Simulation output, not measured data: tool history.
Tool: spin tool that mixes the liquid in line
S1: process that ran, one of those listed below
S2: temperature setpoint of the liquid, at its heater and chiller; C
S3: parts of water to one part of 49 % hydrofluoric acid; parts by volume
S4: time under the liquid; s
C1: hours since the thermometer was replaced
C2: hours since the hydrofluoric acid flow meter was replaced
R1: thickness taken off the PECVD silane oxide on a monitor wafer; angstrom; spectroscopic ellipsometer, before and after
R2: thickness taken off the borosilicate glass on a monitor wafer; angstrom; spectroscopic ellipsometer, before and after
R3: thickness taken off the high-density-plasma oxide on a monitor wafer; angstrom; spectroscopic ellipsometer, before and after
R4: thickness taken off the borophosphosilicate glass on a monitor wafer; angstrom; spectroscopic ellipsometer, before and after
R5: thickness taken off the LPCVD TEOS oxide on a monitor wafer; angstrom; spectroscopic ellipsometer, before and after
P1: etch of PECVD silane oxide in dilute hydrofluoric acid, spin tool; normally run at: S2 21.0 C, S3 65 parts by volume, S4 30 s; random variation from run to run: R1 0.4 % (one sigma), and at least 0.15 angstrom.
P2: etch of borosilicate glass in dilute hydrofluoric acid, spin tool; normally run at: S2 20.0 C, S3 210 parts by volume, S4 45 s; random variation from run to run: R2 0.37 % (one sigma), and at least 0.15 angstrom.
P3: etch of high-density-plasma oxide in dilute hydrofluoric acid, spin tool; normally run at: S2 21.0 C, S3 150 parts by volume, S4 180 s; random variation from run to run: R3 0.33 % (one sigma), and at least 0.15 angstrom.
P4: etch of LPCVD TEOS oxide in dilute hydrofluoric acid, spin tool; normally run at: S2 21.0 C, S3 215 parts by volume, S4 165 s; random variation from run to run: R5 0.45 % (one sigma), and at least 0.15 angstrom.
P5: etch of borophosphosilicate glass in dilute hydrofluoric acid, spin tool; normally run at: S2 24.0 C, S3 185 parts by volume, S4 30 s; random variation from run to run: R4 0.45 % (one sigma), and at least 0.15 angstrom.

{"run": 1, "hour": 6.8, "S1": "P1", "S2": 21.0, "S3": 65, "S4": 30, "C1": 936.2, "C2": 411.5, "R1": 123.39}
{"run": 2, "hour": 15.6, "S1": "P2", "S2": 20.0, "S3": 210, "S4": 65, "C1": 945.0, "C2": 420.3, "R2": 100.99}
{"run": 3, "hour": 23.5, "S1": "P3", "S2": 21.0, "S3": 150, "S4": 180, "C1": 952.9, "C2": 428.2, "R3": 94.727}
{"run": 4, "hour": 35.7, "S1": "P1", "S2": 25.5, "S3": 65, "S4": 60, "C1": 965.1, "C2": 440.4, "R1": 297.45}
{"run": 5, "hour": 46.5, "S1": "P3", "S2": 21.0, "S3": 150, "S4": 180, "C1": 975.9, "C2": 451.2, "R3": 95.213}
{"run": 6, "hour": 59.3, "S1": "P2", "S2": 20.0, "S3": 210, "S4": 45, "C1": 988.7, "C2": 464.0, "R2": 70.221}
{"run": 7, "hour": 67.3, "S1": "P1", "S2": 21.0, "S3": 65, "S4": 55, "C1": 996.7, "C2": 472.0, "R1": 226.42}
{"run": 8, "hour": 81.6, "S1": "P1", "S2": 21.0, "S3": 35, "S4": 30, "C1": 1011.0, "C2": 486.3, "R1": 239.35}
{"run": 9, "hour": 91.2, "S1": "P1", "S2": 17.0, "S3": 65, "S4": 30, "C1": 1020.6, "C2": 495.9, "R1": 103.4}
{"run": 10, "hour": 106.2, "S1": "P3", "S2": 21.0, "S3": 45, "S4": 180, "C1": 1035.6, "C2": 510.9, "R3": 358.65}
{"run": 11, "hour": 118.9, "S1": "P1", "S2": 21.0, "S3": 30, "S4": 45, "C1": 1048.3, "C2": 523.6, "R1": 414.95}
{"run": 12, "hour": 128.4, "S1": "P3", "S2": 26.0, "S3": 150, "S4": 180, "C1": 1057.8, "C2": 533.1, "R3": 115.6}
{"run": 13, "hour": 135.4, "S1": "P3", "S2": 21.0, "S3": 150, "S4": 100, "C1": 1064.8, "C2": 540.1, "R3": 52.961}
{"run": 14, "hour": 142.4, "S1": "P1", "S2": 21.0, "S3": 65, "S4": 30, "C1": 1071.8, "C2": 547.1, "R1": 122.49}
{"run": 15, "hour": 153.6, "S1": "P5", "S2": 24.0, "S3": 55, "S4": 30, "C1": 1083.0, "C2": 558.3, "R4": 286.91}
{"run": 16, "hour": 161.0, "S1": "P4", "S2": 28.0, "S3": 215, "S4": 165, "C1": 1090.4, "C2": 565.7, "R5": 184.31}
{"run": 17, "hour": 174.3, "S1": "P4", "S2": 21.0, "S3": 215, "S4": 165, "C1": 1103.7, "C2": 579.0, "R5": 143.15}
{"run": 18, "hour": 187.8, "S1": "P4", "S2": 21.0, "S3": 30, "S4": 165, "C1": 1117.2, "C2": 592.5, "R5": 1252.8}
{"run": 19, "hour": 196.8, "S1": "P4", "S2": 21.0, "S3": 215, "S4": 15, "C1": 1126.2, "C2": 601.5, "R5": 13.033}
{"run": 20, "hour": 209.8, "S1": "P1", "S2": 21.0, "S3": 65, "S4": 15, "C1": 1139.2, "C2": 614.5, "R1": 61.298}
{"run": 21, "hour": 217.4, "S1": "P4", "S2": 21.0, "S3": 215, "S4": 165, "C1": 1146.8, "C2": 622.1, "R5": 143.78}
{"run": 22, "hour": 224.6, "S1": "P2", "S2": 17.0, "S3": 210, "S4": 45, "C1": 1154.0, "C2": 629.3, "R2": 62.381}
{"run": 23, "hour": 238.4, "S1": "P2", "S2": 20.0, "S3": 375, "S4": 45, "C1": 1167.8, "C2": 643.1, "R2": 33.826}
{"run": 24, "hour": 247.2, "S1": "P1", "S2": 21.0, "S3": 65, "S4": 30, "C1": 1176.6, "C2": 651.9, "R1": 124.3}
{"run": 25, "hour": 255.3, "S1": "P1", "S2": 21.0, "S3": 65, "S4": 30, "C1": 1184.7, "C2": 660.0, "R1": 122.78}
{"run": 26, "hour": 265.6, "S1": "P1", "S2": 25.5, "S3": 65, "S4": 30, "C1": 1195.0, "C2": 670.3, "R1": 147.49}
{"run": 27, "hour": 280.6, "S1": "P2", "S2": 20.0, "S3": 210, "S4": 45, "C1": 1210.0, "C2": 685.3, "R2": 69.968}
{"run": 28, "hour": 287.8, "S1": "P5", "S2": 24.0, "S3": 185, "S4": 60, "C1": 1217.2, "C2": 692.5, "R4": 145.57}
{"run": 29, "hour": 298.6, "S1": "P1", "S2": 25.0, "S3": 110, "S4": 30, "C1": 1228.0, "C2": 703.3, "R1": 81.066}
{"run": 30, "hour": 306.8, "S1": "P5", "S2": 28.0, "S3": 185, "S4": 30, "C1": 1236.2, "C2": 711.5, "R4": 85.128}
{"run": 31, "hour": 320.6, "S1": "P1", "S2": 21.0, "S3": 95, "S4": 30, "C1": 1250.0, "C2": 725.3, "R1": 81.65}
{"run": 32, "hour": 333.1, "S1": "P5", "S2": 24.0, "S3": 185, "S4": 30, "C1": 1262.5, "C2": 737.8, "R4": 72.668}
{"run": 33, "hour": 342.2, "S1": "P1", "S2": 21.0, "S3": 65, "S4": 30, "C1": 1271.6, "C2": 746.9, "R1": 123.3}
{"run": 34, "hour": 352.1, "S1": "P1", "S2": 21.0, "S3": 65, "S4": 30, "C1": 1281.5, "C2": 756.8, "R1": 120.63}
{"run": 35, "hour": 363.7, "S1": "P1", "S2": 21.0, "S3": 65, "S4": 30, "C1": 1293.1, "C2": 768.4, "R1": 118.04}

The next listed run, before its measurement:
{"run": 36, "hour": 370.4, "S1": "P1", "S2": 21.0, "S3": 65, "S4": 30, "C1": 1299.8, "C2": 775.1, "R1": "?"}

{"run 36": {"R1": 116.34}}
